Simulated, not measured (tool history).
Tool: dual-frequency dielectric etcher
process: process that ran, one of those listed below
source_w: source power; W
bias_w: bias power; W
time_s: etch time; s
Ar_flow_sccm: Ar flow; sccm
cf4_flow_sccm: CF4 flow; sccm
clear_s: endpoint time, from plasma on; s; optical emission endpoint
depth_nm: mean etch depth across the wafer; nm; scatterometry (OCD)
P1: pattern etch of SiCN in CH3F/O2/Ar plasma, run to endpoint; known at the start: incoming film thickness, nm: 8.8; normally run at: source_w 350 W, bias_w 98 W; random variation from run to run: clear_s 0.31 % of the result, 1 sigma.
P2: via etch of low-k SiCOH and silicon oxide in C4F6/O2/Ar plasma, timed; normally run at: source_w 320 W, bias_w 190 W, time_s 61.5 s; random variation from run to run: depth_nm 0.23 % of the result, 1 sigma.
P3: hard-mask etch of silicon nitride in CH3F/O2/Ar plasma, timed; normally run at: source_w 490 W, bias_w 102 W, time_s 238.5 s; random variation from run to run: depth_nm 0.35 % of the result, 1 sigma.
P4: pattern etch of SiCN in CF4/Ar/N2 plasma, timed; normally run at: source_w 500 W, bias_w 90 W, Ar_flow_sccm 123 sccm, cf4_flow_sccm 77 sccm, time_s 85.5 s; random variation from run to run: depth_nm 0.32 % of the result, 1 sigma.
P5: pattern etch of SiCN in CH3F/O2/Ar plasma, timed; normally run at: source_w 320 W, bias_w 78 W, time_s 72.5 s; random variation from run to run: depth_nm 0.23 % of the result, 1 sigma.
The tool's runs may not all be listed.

run,hour,process,source_w,bias_w,time_s,Ar_flow_sccm,cf4_flow_sccm,hours since the last wet clean,hours since the last source power generator calibration,hours since the last bias power generator calibration,clear_s,depth_nm
1,6.9,P1,350,98,,,,252,1507.2,2180.6,22.102,
2,12,P2,320,241,61.5,,,257.1,1512.3,2185.7,,165.65
3,17.9,P3,490,102,238.5,,,263,1518.2,2191.6,,200.89
4,28.2,P4,500,90,85.5,123,77,273.3,1528.5,2201.9,,87.371
5,37.6,P3,290,102,238.5,,,282.7,1537.9,2211.3,,164.88
6,47.6,P1,350,118,,,,292.7,1547.9,2221.3,20.521,
7,52.6,P1,350,98,,,,297.7,1552.9,2226.3,22.026,
8,61.6,P4,500,90,85.5,123,103,306.7,1561.9,2235.3,,90.932
9,69.8,P3,490,102,315,,,314.9,1570.1,2243.5,,265.26
10,75.2,P1,350,98,,,,320.3,1575.5,2248.9,22.091,
11,83.7,P1,350,78,,,,328.8,1584,2257.4,23.857,
12,93.5,P2,320,190,61.5,,,338.6,1593.8,2267.2,,152.77
13,99.5,P5,440,78,72.5,,,344.6,1599.8,2273.2,,28.677
14,105.9,P4,500,54,85.5,123,77,351,1606.2,2279.6,,72.992
15,111,P1,350,98,,,,356.1,1611.3,2284.7,22.004,
16,118.7,P1,350,98,,,,363.8,1619,2292.4,22.024,
17,125.6,P2,230,190,61.5,,,370.7,1625.9,2299.3,,135.04
18,130.9,P4,500,90,60.5,123,77,376,1631.2,2304.6,,61.46
19,136.6,P1,350,98,,,,381.7,1636.9,2310.3,22.138,
20,147.3,P5,320,47,72.5,,,392.4,1647.6,2321,,21.459
21,153.7,P3,490,74,238.5,,,398.8,1654,2327.4,,179.2
22,163.5,P2,320,190,43,,,408.6,1663.8,2337.2,,106.89
23,172.8,P4,500,90,85.5,92,77,417.9,1673.1,2346.5,,90.959
24,179.8,P1,490,98,,,,424.9,1680.1,2353.5,19.506,
25,190.8,P5,320,78,72.5,,,435.9,1691.1,2364.5,,25.481
26,201.1,P1,410,121,,,,446.2,1701.4,2374.8,19.223,
27,212.5,P1,210,98,,,,457.6,1712.8,2386.2,26.652,
28,220.1,P1,350,98,,,,465.2,1720.4,2393.8,22.045,
29,225.2,P4,370,90,85.5,123,77,470.3,1725.5,2398.9,,67.34
30,232.7,P1,460,80,,,,477.8,1733,2406.4,21.462,
31,238.9,P5,320,78,48.5,,,484,1739.2,2412.6,,17.096
32,247.9,P1,350,98,,,,493,1748.2,2421.6,22.195,
33,259.3,P1,350,98,,,,504.4,1759.6,2433,21.91,
34,266.7,P1,350,98,,,,511.8,1767,2440.4,21.834,
35,272.4,P1,350,98,,,,517.5,1772.7,2446.1,21.889,
# hour 279.5: wet clean of the chamber
36,280.3,P1,350,98,,,,0.9,1780.6,2454,21.8,
37,286.9,P1,350,98,,,,7.5,1787.2,2460.6,21.806,
38,296.8,P1,350,98,,,,17.4,1797.1,2470.5,21.753,
39,305,P1,350,98,,,,25.6,1805.3,2478.7,21.809,
40,315.3,P1,350,98,,,,35.9,1815.6,2489,21.883,

What P1 gives has crept away from where it was. These 2 causes fit the log equally well, each at the size given:
A: source power that arrives over what is set, % = 4.33
B: bias power that arrives over what is set, % = 4.19
The creep began at about hour 247.9.
Why every other cause is out:
chamber walls in a state that raises the etch rate, %: serviced at hour 279.5, which brought nothing back

4 check runs are offered, one wafer each, their results left as question marks. Which one tells the causes apart?
check 1,325.6,P2,250,190,61.5,,,,,,,?
check 2,325.6,P5,410,78,54,,,,,,,?
check 3,325.6,P3,310,80,238.5,,,,,,,?
check 4,325.6,P4,500,57,85.5,123,77,,,,,?

What each check would give under each cause:
check,result,if A,if B
check 1,depth_nm,141.8,141.42
check 2,depth_nm,21.184,21.161
check 3,depth_nm,157.72,157.54
check 4,depth_nm,77.174,75.366
How far apart the two closest causes lie, in the result that separates them most: check 1 0.27 %; check 2 0.11 %; check 3 0.11 %; check 4 2.37 %
Check 4 tells the causes apart: in the others they would give nearly the same result.

Then check 4 was run and gave: depth_nm 74.983 nm. Which cause is it?

It is B: bias power that arrives over what is set, %.
